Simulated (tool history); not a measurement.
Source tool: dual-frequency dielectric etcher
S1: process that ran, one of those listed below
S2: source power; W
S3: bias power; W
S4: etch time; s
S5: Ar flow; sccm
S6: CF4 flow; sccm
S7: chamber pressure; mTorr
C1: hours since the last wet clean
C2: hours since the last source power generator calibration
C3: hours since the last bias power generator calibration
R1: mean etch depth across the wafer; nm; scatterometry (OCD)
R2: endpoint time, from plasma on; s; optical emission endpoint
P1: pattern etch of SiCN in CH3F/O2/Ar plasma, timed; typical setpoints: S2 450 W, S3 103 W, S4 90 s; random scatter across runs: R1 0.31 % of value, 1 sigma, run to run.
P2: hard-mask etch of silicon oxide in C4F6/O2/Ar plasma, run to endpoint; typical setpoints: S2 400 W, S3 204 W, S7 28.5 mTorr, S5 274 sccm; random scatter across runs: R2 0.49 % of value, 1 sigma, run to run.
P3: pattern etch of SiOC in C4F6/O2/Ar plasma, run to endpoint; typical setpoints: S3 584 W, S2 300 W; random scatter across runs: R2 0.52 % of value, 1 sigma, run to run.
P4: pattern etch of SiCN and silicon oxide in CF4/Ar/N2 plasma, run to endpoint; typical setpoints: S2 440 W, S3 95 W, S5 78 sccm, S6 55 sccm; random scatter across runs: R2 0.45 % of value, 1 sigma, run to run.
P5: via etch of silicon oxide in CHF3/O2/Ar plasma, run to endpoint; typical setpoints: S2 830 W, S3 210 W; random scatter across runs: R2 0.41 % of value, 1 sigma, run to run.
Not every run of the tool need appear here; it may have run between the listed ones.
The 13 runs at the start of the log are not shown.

run   hour  S1   S2   S3    S4   S5  S6    S7     C1      C2      C3      R1      R2
 14  180.9  P2  400  204        274      28.5   38.4  1415.2  1580.5          94.048
 15  197.5  P2  510  204        274      28.5     55  1431.8  1597.1          85.484
 16  205.1  P3  170  584                        62.6  1439.4  1604.7          21.543
 17  221.2  P5  830  210                        78.7  1455.5  1620.8          250.48
 18  235.2  P1  450  103  49.5                  92.7  1469.5  1634.8  22.832
 19  245.6  P1  600  103    90                 103.1  1479.9  1645.2  45.921
 20  254.1  P2  400  266        274      28.5  111.6  1488.4  1653.7          85.412
 21  265.4  P4  440  134         78  55        122.9  1499.7    1665          8.3919
 22  279.3  P1  450  103    90                 136.8  1513.6  1678.9  41.189
 23  291.8  P1  450   75    64                 149.3  1526.1  1691.4  26.323
 24  306.3  P5  830  210                       163.8  1540.6  1705.9          251.67
 25  319.3  P1  580  103    69                 176.8  1553.6  1718.9  34.799

For run 26, what comes out?
 26  333.2  P4  440  95      78  55      190.7  1567.5  1732.8       ?

R2: 9.4555 s
